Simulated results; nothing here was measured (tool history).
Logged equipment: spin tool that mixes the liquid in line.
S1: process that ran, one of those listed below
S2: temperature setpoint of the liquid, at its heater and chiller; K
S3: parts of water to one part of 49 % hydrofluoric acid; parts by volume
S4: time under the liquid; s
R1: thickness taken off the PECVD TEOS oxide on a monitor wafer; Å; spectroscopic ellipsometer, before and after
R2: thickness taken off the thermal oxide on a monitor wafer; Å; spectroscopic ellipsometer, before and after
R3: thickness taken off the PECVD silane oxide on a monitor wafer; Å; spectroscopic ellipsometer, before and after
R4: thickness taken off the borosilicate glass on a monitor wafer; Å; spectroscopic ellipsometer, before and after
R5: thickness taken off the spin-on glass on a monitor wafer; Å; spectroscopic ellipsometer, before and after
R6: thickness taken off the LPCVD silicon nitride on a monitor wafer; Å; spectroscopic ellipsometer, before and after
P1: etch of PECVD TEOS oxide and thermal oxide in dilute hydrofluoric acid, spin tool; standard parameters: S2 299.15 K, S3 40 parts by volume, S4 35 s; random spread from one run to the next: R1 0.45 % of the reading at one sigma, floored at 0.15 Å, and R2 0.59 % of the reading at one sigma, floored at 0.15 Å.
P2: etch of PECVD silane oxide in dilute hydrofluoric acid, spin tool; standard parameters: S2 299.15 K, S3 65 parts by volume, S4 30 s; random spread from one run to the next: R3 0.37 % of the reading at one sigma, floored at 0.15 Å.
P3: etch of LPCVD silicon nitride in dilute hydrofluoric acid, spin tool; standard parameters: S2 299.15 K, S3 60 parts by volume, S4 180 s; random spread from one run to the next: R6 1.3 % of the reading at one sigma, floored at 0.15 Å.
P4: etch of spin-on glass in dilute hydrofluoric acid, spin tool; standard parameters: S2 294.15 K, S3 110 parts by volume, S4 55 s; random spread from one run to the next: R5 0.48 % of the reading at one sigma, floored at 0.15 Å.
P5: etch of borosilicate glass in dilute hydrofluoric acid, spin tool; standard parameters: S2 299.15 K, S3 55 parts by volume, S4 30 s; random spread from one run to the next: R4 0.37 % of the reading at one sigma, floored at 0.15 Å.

Run 1, hour 16.0: S1 P1, S2 299.15 K, S3 40 parts by volume, S4 35 s. Result: R1 201.650 Å, R2 51.022 Å.
Run 2, hour 27.6: S1 P2, S2 299.15 K, S3 65 parts by volume, S4 30 s. Result: R3 166.670 Å.
Run 3, hour 44.3: S1 P5, S2 299.15 K, S3 85 parts by volume, S4 30 s. Result: R4 101.400 Å.
Run 4, hour 57.7: S1 P2, S2 299.15 K, S3 65 parts by volume, S4 15 s. Result: R3 83.271 Å.
Run 5, hour 74.4: S1 P1, S2 292.15 K, S3 40 parts by volume, S4 35 s. Result: R1 150.640 Å, R2 38.121 Å.
Run 6, hour 92.1: S1 P5, S2 303.15 K, S3 55 parts by volume, S4 30 s. Result: R4 192.990 Å.
Run 7, hour 109.4: S1 P1, S2 299.15 K, S3 70 parts by volume, S4 50 s. Result: R1 157.730 Å, R2 40.090 Å.
Run 8, hour 122.5: S1 P4, S2 294.15 K, S3 110 parts by volume, S4 55 s. Result: R5 156.360 Å.
Run 9, hour 133.8: S1 P1, S2 299.15 K, S3 40 parts by volume, S4 35 s. Result: R1 201.490 Å, R2 51.446 Å.
Run 10, hour 144.8: S1 P2, S2 306.15 K, S3 65 parts by volume, S4 30 s. Result: R3 219.400 Å.
Run 11, hour 153.7: S1 P2, S2 299.15 K, S3 20 parts by volume, S4 30 s. Result: R3 578.230 Å.
Run 12, hour 166.6: S1 P3, S2 299.15 K, S3 60 parts by volume, S4 45 s. Result: R6 4.3961 Å.
Run 13, hour 183.5: S1 P3, S2 299.15 K, S3 20 parts by volume, S4 180 s. Result: R6 50.3030 Å.
Run 14, hour 193.1: S1 P1, S2 304.15 K, S3 65 parts by volume, S4 35 s. Result: R1 146.150 Å, R2 37.105 Å.
Run 15, hour 203.0: S1 P1, S2 299.15 K, S3 20 parts by volume, S4 35 s. Result: R1 414.060 Å, R2 106.370 Å.
Run 16, hour 214.4: S1 P1, S2 299.15 K, S3 40 parts by volume, S4 50 s. Result: R1 288.200 Å, R2 73.180 Å.
Run 17, hour 223.4: S1 P4, S2 294.15 K, S3 110 parts by volume, S4 110 s. Result: R5 313.900 Å.
Run 18, hour 234.1: S1 P3, S2 294.65 K, S3 60 parts by volume, S4 180 s. Result: R6 12.0030 Å.
Run 19, hour 244.8: S1 P1, S2 299.15 K, S3 40 parts by volume, S4 15 s. Result: R1 86.534 Å, R2 21.889 Å.
Run 20, hour 256.0: S1 P5, S2 299.15 K, S3 55 parts by volume, S4 30 s. Result: R4 163.990 Å.
Run 21, hour 274.0: S1 P4, S2 290.15 K, S3 110 parts by volume, S4 55 s. Result: R5 132.070 Å.
At hour 280.0: thermometer replaced.
Run 22, hour 285.3: S1 P4, S2 294.15 K, S3 175 parts by volume, S4 55 s. Result: R5 91.259 Å.
Run 23, hour 302.8: S1 P1, S2 299.15 K, S3 40 parts by volume, S4 35 s. Result: R1 201.120 Å, R2 51.230 Å.
Run 24, hour 322.0: S1 P1, S2 299.15 K, S3 55 parts by volume, S4 35 s. Result: R1 144.100 Å, R2 36.452 Å.
At hour 327.6: hydrofluoric acid flow meter replaced.
Run 25, hour 335.1: S1 P1, S2 299.15 K, S3 40 parts by volume, S4 35 s. Result: R1 202.470 Å, R2 51.445 Å.
Run 26, hour 346.6: S1 P1, S2 295.15 K, S3 25 parts by volume, S4 35 s. Result: R1 280.830 Å, R2 70.406 Å.
Run 27, hour 365.3: S1 P1, S2 306.15 K, S3 40 parts by volume, S4 35 s. Result: R1 264.430 Å, R2 68.058 Å.
Run 28, hour 379.7: S1 P3, S2 299.15 K, S3 60 parts by volume, S4 180 s. Result: R6 16.8380 Å.
Run 29, hour 388.5: S1 P5, S2 299.15 K, S3 55 parts by volume, S4 15 s. Result: R4 81.953 Å.
Run 30, hour 401.9: S1 P4, S2 294.15 K, S3 110 parts by volume, S4 55 s. Result: R5 155.650 Å.
Run 31, hour 414.1: S1 P1, S2 299.15 K, S3 40 parts by volume, S4 35 s. Result: R1 201.340 Å, R2 51.433 Å.
Run 32, hour 424.4: S1 P1, S2 299.15 K, S3 40 parts by volume, S4 35 s. Result: R1 200.070 Å, R2 50.984 Å.
Run 33, hour 441.4: S1 P1, S2 299.15 K, S3 40 parts by volume, S4 35 s. Result: R1 208.630 Å, R2 53.497 Å.
Run 34, hour 451.1: S1 P1, S2 299.15 K, S3 40 parts by volume, S4 35 s. Result: R1 214.930 Å, R2 54.481 Å.
Run 35, hour 470.2: S1 P1, S2 299.15 K, S3 40 parts by volume, S4 35 s. Result: R1 218.610 Å, R2 55.760 Å.
Run 36, hour 485.7: S1 P1, S2 299.15 K, S3 40 parts by volume, S4 35 s. Result: R1 220.700 Å, R2 56.341 Å.
Run 37, hour 504.8: S1 P1, S2 299.15 K, S3 40 parts by volume, S4 35 s. Result: R1 219.640 Å, R2 56.095 Å.
Run 38, hour 515.3: S1 P1, S2 299.15 K, S3 40 parts by volume, S4 35 s. Result: R1 220.840 Å, R2 57.055 Å.
Run 39, hour 525.6: S1 P1, S2 299.15 K, S3 40 parts by volume, S4 35 s. Result: R1 223.040 Å, R2 55.906 Å.
Run 40, hour 542.6: S1 P1, S2 299.15 K, S3 40 parts by volume, S4 35 s. Result: R1 222.230 Å, R2 56.298 Å.
Run 41, hour 555.6: S1 P1, S2 299.15 K, S3 40 parts by volume, S4 35 s. Result: R1 224.010 Å, R2 56.402 Å.

Something has made what P1 gives creep away from where it was; the 2 causes below, each at its own stated size, fit the log equally well:
A: liquid hotter than its thermometer reads (K) = 2.43
B: hydrofluoric acid flow above the setpoint (%) = 9.76
The process output started creeping at around hour 424.4.

You are offered 4 check runs, listed below with question marks in place of their results; each one averages 3 wafers. Which run separates the listed causes by giving clearly different results for each?
Run check 1, hour 568.6: S1 P5, S2 299.15 K, S3 55 parts by volume, S4 30 s. Result: R4 ?.
Run check 2, hour 568.6: S1 P4, S2 294.15 K, S3 110 parts by volume, S4 55 s. Result: R5 ?.
Run check 3, hour 568.6: S1 P2, S2 299.15 K, S3 65 parts by volume, S4 30 s. Result: R3 ?.
Run check 4, hour 568.6: S1 P3, S2 299.15 K, S3 60 parts by volume, S4 180 s. Result: R6 ?.

Check results expected under each cause:
  check  result     if A     if B
check 1      R4  180.000  180.510
check 2      R5  172.580  173.800
check 3      R3  183.870  184.760
check 4      R6  20.0160  18.7120
Distance between the nearest two causes, measured in the result of the check that separates them most: check 1 0.28 %; check 2 0.7 %; check 3 0.48 %; check 4 6.74 %
Only check 4 tells the causes apart: in the others they would give nearly the same result.

Check 4 has now been run. It gave: R6 20.0490 Å. Which of the candidate causes is it?

The correct cause is A, namely: liquid hotter than its thermometer reads (K).
